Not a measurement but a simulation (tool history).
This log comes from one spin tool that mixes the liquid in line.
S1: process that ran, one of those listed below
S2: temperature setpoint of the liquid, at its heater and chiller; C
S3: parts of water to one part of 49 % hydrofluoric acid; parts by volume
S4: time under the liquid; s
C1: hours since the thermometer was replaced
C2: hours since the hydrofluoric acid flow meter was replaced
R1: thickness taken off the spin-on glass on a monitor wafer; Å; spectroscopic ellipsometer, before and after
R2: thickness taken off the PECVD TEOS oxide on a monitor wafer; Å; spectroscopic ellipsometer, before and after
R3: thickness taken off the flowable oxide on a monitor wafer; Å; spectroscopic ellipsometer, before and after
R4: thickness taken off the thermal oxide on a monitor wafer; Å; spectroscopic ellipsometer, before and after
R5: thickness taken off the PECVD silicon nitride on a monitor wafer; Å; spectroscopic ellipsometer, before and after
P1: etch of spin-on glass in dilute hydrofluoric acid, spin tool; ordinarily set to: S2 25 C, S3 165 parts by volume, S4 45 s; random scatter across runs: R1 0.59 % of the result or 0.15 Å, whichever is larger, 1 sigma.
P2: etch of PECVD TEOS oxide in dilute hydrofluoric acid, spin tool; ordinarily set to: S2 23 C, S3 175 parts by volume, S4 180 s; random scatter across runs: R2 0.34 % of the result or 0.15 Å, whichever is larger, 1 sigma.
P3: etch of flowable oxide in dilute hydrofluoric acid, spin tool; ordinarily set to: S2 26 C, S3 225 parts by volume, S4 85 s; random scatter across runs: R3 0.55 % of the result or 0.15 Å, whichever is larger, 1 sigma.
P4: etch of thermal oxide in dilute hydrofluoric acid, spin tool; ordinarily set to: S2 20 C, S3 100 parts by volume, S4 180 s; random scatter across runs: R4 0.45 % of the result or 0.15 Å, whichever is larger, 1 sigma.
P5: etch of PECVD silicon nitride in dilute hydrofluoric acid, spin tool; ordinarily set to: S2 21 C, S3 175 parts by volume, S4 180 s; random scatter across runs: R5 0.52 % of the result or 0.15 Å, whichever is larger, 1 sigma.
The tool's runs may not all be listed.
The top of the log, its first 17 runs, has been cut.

run	hour	S1	S2	S3	S4	C1	C2	R1	R2	R3	R4	R5
18	201.1	P4	20	100	15	1908.5	740.1				6.3529	
19	212.4	P4	20	175	180	1919.8	751.4				39.759	
20	221.7	P5	17	175	180	1929.1	760.7					36.406
21	230.8	P1	25	85	45	1938.2	769.8	118.39				
22	237.8	P1	25	290	45	1945.2	776.8	27.05				
23	251.6	P1	32	165	65	1959	790.6	103.73				
24	261.7	P4	17	100	180	1969.1	800.7				66.595	
25	271	P1	25	165	45	1978.4	810	55.303				
26	284.7	P3	26	225	120	1992.1	823.7			242.8		
27	297.8	P1	25	165	45	2005.2	836.8	55.646				
28	309.3	P1	20	165	45	2016.7	848.3	46.108				
29	321.5	P2	27.5	175	180	2028.9	860.5		279.63			
30	335.1	P3	26	305	85	2042.5	874.1			115.45		
31	345.5	P5	21	175	180	2052.9	884.5					47.363
32	359.2	P5	21	280	180	2066.6	898.2					29.801
33	366.6	P3	21	225	85	2074	905.6			142.24		
34	381.4	P1	25	165	45	2088.8	920.4	55.989				
35	388.1	P1	25	165	45	2095.5	927.1	54.78				
36	402.7	P1	25	165	45	2110.1	941.7	53.534				
37	414.7	P1	25	165	45	2122.1	953.7	52.659				

The next listed run, before its measurement:
38	425	P1	25	165	45	2132.4	964	?				

{"run 38": {"R1": 52.766}}
